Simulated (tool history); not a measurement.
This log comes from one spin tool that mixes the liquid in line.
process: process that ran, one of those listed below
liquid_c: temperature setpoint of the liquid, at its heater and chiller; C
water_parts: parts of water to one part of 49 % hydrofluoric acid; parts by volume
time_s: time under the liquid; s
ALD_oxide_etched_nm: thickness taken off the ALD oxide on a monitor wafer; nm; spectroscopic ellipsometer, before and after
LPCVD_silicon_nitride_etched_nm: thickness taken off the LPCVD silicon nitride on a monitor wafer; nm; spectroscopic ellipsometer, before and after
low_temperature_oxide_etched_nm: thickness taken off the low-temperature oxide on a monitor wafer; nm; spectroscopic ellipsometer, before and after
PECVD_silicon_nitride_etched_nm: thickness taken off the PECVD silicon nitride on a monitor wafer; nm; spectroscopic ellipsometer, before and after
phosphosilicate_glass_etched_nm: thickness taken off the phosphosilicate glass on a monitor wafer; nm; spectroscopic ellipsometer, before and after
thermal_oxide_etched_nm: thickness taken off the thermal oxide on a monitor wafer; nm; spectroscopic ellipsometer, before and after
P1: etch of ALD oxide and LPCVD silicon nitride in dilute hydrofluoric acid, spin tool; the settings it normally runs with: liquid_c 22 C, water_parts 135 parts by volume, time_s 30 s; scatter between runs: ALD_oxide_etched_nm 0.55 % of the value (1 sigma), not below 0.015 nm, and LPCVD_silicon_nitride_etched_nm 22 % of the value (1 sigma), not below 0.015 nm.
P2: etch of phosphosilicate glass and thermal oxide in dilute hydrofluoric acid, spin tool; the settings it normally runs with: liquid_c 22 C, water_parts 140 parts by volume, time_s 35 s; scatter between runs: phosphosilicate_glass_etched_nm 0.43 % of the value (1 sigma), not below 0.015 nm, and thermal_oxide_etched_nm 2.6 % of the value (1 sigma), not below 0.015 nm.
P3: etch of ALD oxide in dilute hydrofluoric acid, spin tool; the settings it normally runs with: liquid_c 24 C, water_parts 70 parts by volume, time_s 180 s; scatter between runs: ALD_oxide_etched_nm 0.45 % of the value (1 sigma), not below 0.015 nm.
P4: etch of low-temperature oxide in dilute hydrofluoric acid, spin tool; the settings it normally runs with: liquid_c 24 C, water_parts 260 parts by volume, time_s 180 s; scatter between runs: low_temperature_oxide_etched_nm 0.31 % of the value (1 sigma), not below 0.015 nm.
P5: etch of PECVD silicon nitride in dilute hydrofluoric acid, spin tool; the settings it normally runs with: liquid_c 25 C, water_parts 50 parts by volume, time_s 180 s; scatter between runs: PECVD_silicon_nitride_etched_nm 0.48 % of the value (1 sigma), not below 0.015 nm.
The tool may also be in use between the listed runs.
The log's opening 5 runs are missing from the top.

run   hour  process  liquid_c  water_parts  time_s  hours since the thermometer was replaced  hours since the hydrofluoric acid flow meter was replaced  ALD_oxide_etched_nm  LPCVD_silicon_nitride_etched_nm  low_temperature_oxide_etched_nm  PECVD_silicon_nitride_etched_nm  phosphosilicate_glass_etched_nm  thermal_oxide_etched_nm
  6   29.2       P1        22           75      30                                     484.4                                                      683.8                11.31                          0.14258
  7     35       P1        22          135      30                                     490.2                                                      689.6               5.8283                         0.095763
  8   39.2       P1        22          135      15                                     494.4                                                      693.8               2.8932                         0.027363
  9   44.3       P3      31.5           70     180                                     499.5                                                      698.9               55.376
 10   47.6       P1        22          135      30                                     502.8                                                      702.2               5.8687                         0.074214
 11   52.7       P2        22          140      60                                     507.9                                                      707.3                                                                                                                                                   59.117                   1.7349
 12     58       P2        22           25      35                                     513.2                                                      712.6                                                                                                                                                   221.61                   6.5995
 13   64.9       P5        33           50     180                                     520.1                                                      719.5                                                                                                                  19.635
 14     70       P1        22          220      30                                     525.2                                                      724.6               3.2685                         0.056101
 15   76.8       P2        26          140      35                                       532                                                      731.4                                                                                                                                                   40.584                   1.1297
 16   83.6       P4        24          260      15                                     538.8                                                      738.2                                                                                0.64576
 17   88.7       P2        22          140      35                                     543.9                                                      743.3                                                                                                                                                   34.195                   1.0018
 18   94.1       P1        30          135      30                                     549.3                                                      748.7               7.7543                          0.13842
 19   97.5       P1        22          135      30                                     552.7                                                      752.1                5.783                          0.11038
 20  102.7       P3        24           70     180                                     557.9                                                      757.3               40.868
 21  106.8       P1        22          135      55                                       562                                                      761.4               10.664                          0.21898
 22  110.5       P1        17           30      30                                     565.7                                                      765.1               24.088                          0.47137
 23    114       P4      30.5          260     180                                     569.2                                                      768.6                                                                                 9.7026
 24    119       P4        24          260     180                                     574.2                                                      773.6                                                                                 7.7371
 25  122.1       P5        25           50     180                                     577.3                                                      776.7                                                                                                                   11.65
 26  128.5       P5        25           70     180                                     583.7                                                      783.1                                                                                                                  8.3657
 27  132.3       P3        24          110     180                                     587.5                                                      786.9               24.837

Run 28 comes next. What will it give?
 28  138.7       P1        22          135      30                                     593.9                                                      793.3                    ?                                ?

Run 28 yielded ALD_oxide_etched_nm 5.822 nm, LPCVD_silicon_nitride_etched_nm 0.072286 nm.
